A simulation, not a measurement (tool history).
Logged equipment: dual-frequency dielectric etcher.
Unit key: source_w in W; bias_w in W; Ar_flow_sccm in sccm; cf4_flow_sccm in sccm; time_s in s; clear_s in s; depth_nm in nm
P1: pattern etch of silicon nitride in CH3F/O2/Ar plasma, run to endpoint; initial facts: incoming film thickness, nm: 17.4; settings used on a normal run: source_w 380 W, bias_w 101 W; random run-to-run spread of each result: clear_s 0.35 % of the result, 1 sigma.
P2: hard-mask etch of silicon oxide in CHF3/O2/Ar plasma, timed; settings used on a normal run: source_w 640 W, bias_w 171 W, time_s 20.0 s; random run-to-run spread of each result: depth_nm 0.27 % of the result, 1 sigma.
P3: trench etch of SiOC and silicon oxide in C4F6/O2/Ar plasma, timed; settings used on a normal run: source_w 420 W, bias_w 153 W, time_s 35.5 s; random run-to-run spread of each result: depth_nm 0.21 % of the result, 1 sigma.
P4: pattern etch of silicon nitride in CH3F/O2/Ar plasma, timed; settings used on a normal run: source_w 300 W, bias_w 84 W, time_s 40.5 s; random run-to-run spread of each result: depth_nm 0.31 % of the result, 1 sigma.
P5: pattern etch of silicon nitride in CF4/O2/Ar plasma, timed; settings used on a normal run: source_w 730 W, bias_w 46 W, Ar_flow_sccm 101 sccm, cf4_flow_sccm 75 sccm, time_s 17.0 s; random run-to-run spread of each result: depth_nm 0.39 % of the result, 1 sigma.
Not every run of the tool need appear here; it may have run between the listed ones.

run	hour	process	source_w	bias_w	Ar_flow_sccm	cf4_flow_sccm	time_s	hours since the last wet clean	hours since the last source power generator calibration	hours since the last bias power generator calibration	clear_s	depth_nm
1	16.9	P1	380	101				100.8	1021.9	839.1	22.437	
2	28.1	P5	730	31	101	75	17.0	112.0	1033.1	850.3		35.953
3	42.4	P2	640	216			20.0	126.3	1047.4	864.6		42.931
4	58.9	P5	730	46	142	75	17.0	142.8	1063.9	881.1		39.404
5	67.9	P5	730	46	101	54	17.0	151.8	1072.9	890.1		39.549
6	83.6	P1	380	79				167.5	1088.6	905.8	24.400	
# hour 90.2: wet clean of the chamber
7	102.0	P1	230	68				11.9	1107.0	924.2	31.158	
8	116.3	P5	730	46	101	75	10.5	26.2	1121.3	938.5		25.786
9	132.8	P1	520	101				42.7	1137.8	955.0	20.062	
10	141.7	P1	290	69				51.6	1146.7	963.9	28.567	
11	151.4	P2	370	171			20.0	61.3	1156.4	973.6		31.940
12	167.2	P1	380	101				77.1	1172.2	989.4	22.353	
13	175.9	P3	290	153			35.5	85.8	1180.9	998.1		57.536
14	184.2	P4	300	84			31.0	94.1	1189.2	1006.4		20.433
15	195.3	P4	410	84			40.5	105.2	1200.3	1017.5		30.148
16	204.5	P4	300	58			40.5	114.4	1209.5	1026.7		23.574
17	215.0	P2	640	171			13.0	124.9	1220.0	1037.2		25.633
18	230.1	P1	230	101				140.0	1235.1	1052.3	27.055	
19	238.4	P1	380	101				148.3	1243.4	1060.6	22.385	
20	248.6	P1	380	128				158.5	1253.6	1070.8	20.641	
21	261.8	P3	420	153			35.5	171.7	1266.8	1084.0		66.698
22	275.4	P1	220	136				185.3	1280.4	1097.6	24.368	
23	286.3	P3	420	214			35.5	196.2	1291.3	1108.5		73.923
24	304.7	P1	380	101				214.6	1309.7	1126.9	22.509	
25	317.4	P1	380	101				227.3	1322.4	1139.6	22.432	
26	325.7	P5	480	46	101	75	17.0	235.6	1330.7	1147.9		28.811
27	339.1	P4	300	84			40.5	249.0	1344.1	1161.3		26.877
28	354.4	P3	420	153			47.0	264.3	1359.4	1176.6		88.039
29	365.8	P5	730	46	101	75	17.0	275.7	1370.8	1188.0		41.328
30	383.2	P2	640	171			20.0	293.1	1388.2	1205.4		39.587
31	393.8	P1	380	101				303.7	1398.8	1216.0	22.573	
32	405.6	P1	380	101				315.5	1410.6	1227.8	22.339	
33	414.9	P1	380	101				324.8	1419.9	1237.1	22.308	
34	433.3	P1	380	101				343.2	1438.3	1255.5	22.086	
35	451.7	P1	380	101				361.6	1456.7	1273.9	22.199	
36	461.2	P1	380	101				371.1	1466.2	1283.4	21.999	
37	471.6	P1	380	101				381.5	1476.6	1293.8	22.099	
# hour 478.0: wet clean of the chamber
38	486.1	P1	380	101				8.1	1491.1	1308.3	22.264	
39	497.8	P1	380	101				19.8	1502.8	1320.0	22.204	
40	506.7	P1	380	101				28.7	1511.7	1328.9	22.001	

What P1 gives has crept off from where it sat before. The 2 causes that follow fit the log equally well, each at the size noted:
A: source power that arrives over what is set, % = 4.87
B: bias power that arrives over what is set, % = 4.89
At approximately hour 393.8, the process output began to creep.
Why every other cause is out:
chamber walls in a state that raises the etch rate, %: serviced at hour 478.0, after the change had begun; the process did not return to its earlier output

You are offered 4 check runs, listed below with question marks in place of their results; each one averages 2 wafers. Which run separates the listed causes by giving clearly different results for each?
check 1	515.6	P4	300	61			40.5					?
check 2	515.6	P5	540	46	136	75	17.0					?
check 3	515.6	P2	410	171			20.0					?
check 4	515.6	P3	330	213			35.5					?

Outcome of each check run for each possible cause:
check	result	if A	if B
check 1	depth_nm	24.449	24.402
check 2	depth_nm	31.760	31.069
check 3	depth_nm	33.954	33.895
check 4	depth_nm	68.561	68.402
Gap, in per cent, between the two causes that each check separates least, read from the result that separates them most: check 1 0.19 %; check 2 2.2 %; check 3 0.17 %; check 4 0.23 %
Only in check 2 would the causes give clearly different results; in the remaining checks their results would be nearly the same.

Check 2 was then run and gave: depth_nm 31.793 nm. Which cause is it?

The cause is A: source power that arrives over what is set, %.

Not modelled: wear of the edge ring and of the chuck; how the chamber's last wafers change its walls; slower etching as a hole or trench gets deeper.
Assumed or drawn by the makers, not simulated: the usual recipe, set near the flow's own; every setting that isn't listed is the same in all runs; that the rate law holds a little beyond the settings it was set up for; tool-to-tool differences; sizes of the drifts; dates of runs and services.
